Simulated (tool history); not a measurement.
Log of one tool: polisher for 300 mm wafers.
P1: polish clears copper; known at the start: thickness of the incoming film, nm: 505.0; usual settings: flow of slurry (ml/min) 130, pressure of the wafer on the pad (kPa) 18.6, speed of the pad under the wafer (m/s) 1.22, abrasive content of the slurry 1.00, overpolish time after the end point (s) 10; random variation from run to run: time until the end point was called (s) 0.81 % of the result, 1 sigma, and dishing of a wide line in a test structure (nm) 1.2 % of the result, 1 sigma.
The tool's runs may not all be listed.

| run | hour | flow of slurry (ml/min) | pressure of the wafer on the pad (kPa) | speed of the pad under the wafer (m/s) | abrasive content of the slurry | overpolish time after the end point (s) | time until the end point was called (s) | dishing of a wide line in a test structure (nm) |
|---|---|---|---|---|---|---|---|---|
| 1 | 12.0 | 130 | 18.6 | 1.22 | 1.00 | 10 | 190.24 | 20.3390 |
| 2 | 24.1 | 130 | 18.6 | 1.22 | 1.00 | 4 | 188.56 | 8.4862 |
| 3 | 33.4 | 130 | 18.6 | 1.22 | 1.00 | 10 | 190.89 | 20.3900 |
| 4 | 43.1 | 130 | 18.6 | 1.80 | 1.00 | 10 | 127.82 | 28.7160 |
| 5 | 55.9 | 130 | 18.6 | 1.22 | 1.00 | 10 | 188.68 | 20.1250 |
| 6 | 65.6 | 180 | 18.6 | 1.22 | 1.00 | 10 | 181.09 | 21.7000 |
| 7 | 75.1 | 130 | 24.1 | 1.22 | 1.00 | 10 | 147.97 | 26.0950 |
| 8 | 85.4 | 130 | 18.6 | 1.22 | 1.00 | 10 | 188.63 | 20.0450 |
| 9 | 94.7 | 130 | 18.6 | 1.22 | 1.00 | 10 | 189.61 | 20.2000 |
| 10 | 106.0 | 130 | 18.6 | 1.22 | 1.00 | 10 | 190.97 | 20.2970 |
| 11 | 112.8 | 130 | 9.7 | 1.22 | 1.00 | 10 | 363.58 | 11.0630 |
| 12 | 125.4 | 80 | 18.6 | 1.22 | 1.00 | 10 | 210.74 | 18.2970 |
| 13 | 134.6 | 130 | 18.6 | 1.22 | 0.55 | 10 | 215.30 | 18.1310 |
| 14 | 144.0 | 130 | 18.6 | 0.60 | 1.00 | 10 | 386.69 | 10.4190 |

Forecast run 15:
| 15 | 153.3 | 130 | 18.6 | 1.22 | 1.45 | 10 | ? | ? |

time until the end point was called (s): 173.06
dishing of a wide line in a test structure (nm): 21.7920

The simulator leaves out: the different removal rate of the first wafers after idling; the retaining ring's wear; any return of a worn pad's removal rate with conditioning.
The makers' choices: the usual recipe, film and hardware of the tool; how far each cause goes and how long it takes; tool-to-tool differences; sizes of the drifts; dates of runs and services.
